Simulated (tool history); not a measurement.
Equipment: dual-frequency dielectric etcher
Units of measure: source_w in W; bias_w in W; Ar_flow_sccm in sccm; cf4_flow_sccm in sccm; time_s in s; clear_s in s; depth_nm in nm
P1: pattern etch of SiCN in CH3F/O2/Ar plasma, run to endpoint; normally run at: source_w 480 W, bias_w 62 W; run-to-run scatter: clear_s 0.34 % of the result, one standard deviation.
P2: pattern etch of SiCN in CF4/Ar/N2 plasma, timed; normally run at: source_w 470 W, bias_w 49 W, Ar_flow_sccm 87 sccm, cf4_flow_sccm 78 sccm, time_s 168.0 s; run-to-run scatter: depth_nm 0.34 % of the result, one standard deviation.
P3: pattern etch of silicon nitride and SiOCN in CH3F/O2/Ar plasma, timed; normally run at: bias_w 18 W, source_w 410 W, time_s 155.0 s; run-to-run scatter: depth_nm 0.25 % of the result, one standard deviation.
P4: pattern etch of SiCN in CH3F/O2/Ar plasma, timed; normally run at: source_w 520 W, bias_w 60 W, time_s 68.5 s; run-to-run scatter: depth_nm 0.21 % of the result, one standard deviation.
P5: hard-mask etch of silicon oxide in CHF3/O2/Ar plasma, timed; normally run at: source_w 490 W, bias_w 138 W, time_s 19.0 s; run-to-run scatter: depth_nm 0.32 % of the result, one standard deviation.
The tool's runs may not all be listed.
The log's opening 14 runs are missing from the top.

run	hour	process	source_w	bias_w	Ar_flow_sccm	cf4_flow_sccm	time_s	hours since the last wet clean	hours since the last source power generator calibration	hours since the last bias power generator calibration	clear_s	depth_nm
15	101.5	P4	520	77			68.5	153.8	1523.3	55.5		29.212
16	109.5	P2	470	49	87	78	168.0	161.8	1531.3	63.5		136.830
17	116.7	P1	480	62				169.0	1538.5	70.7	18.469	
18	121.7	P1	480	62				174.0	1543.5	75.7	18.338	
19	129.1	P1	660	42				181.4	1550.9	83.1	18.484	
20	134.0	P1	480	82				186.3	1555.8	88.0	16.692	
21	140.7	P2	470	49	87	78	168.0	193.0	1562.5	94.7		137.020
22	145.1	P3	410	18			155.0	197.4	1566.9	99.1		19.006
23	152.1	P1	480	45				204.4	1573.9	106.1	20.379	
24	157.7	P1	480	62				210.0	1579.5	111.7	18.371	
25	161.6	P3	410	18			155.0	213.9	1583.4	115.6		19.117
26	167.8	P5	490	138			19.0	220.1	1589.6	121.8		33.051
27	176.3	P5	490	138			19.0	228.6	1598.1	130.3		33.112
28	185.0	P3	300	18			155.0	237.3	1606.8	139.0		16.981
29	190.3	P3	410	14			155.0	242.6	1612.1	144.3		17.145
30	195.8	P3	410	18			97.0	248.1	1617.6	149.8		11.825
31	202.8	P2	350	49	87	78	168.0	255.1	1624.6	156.8		104.660
32	206.6	P2	470	49	87	52	168.0	258.9	1628.4	160.6		127.850
33	213.1	P1	480	62				265.4	1634.9	167.1	18.459	
34	221.6	P1	480	62				273.9	1643.4	175.6	18.482	

The next listed run, before its measurement:
35	226.1	P1	480	62				278.4	1647.9	180.1	?	

{"run 35": {"clear_s": 18.553}}
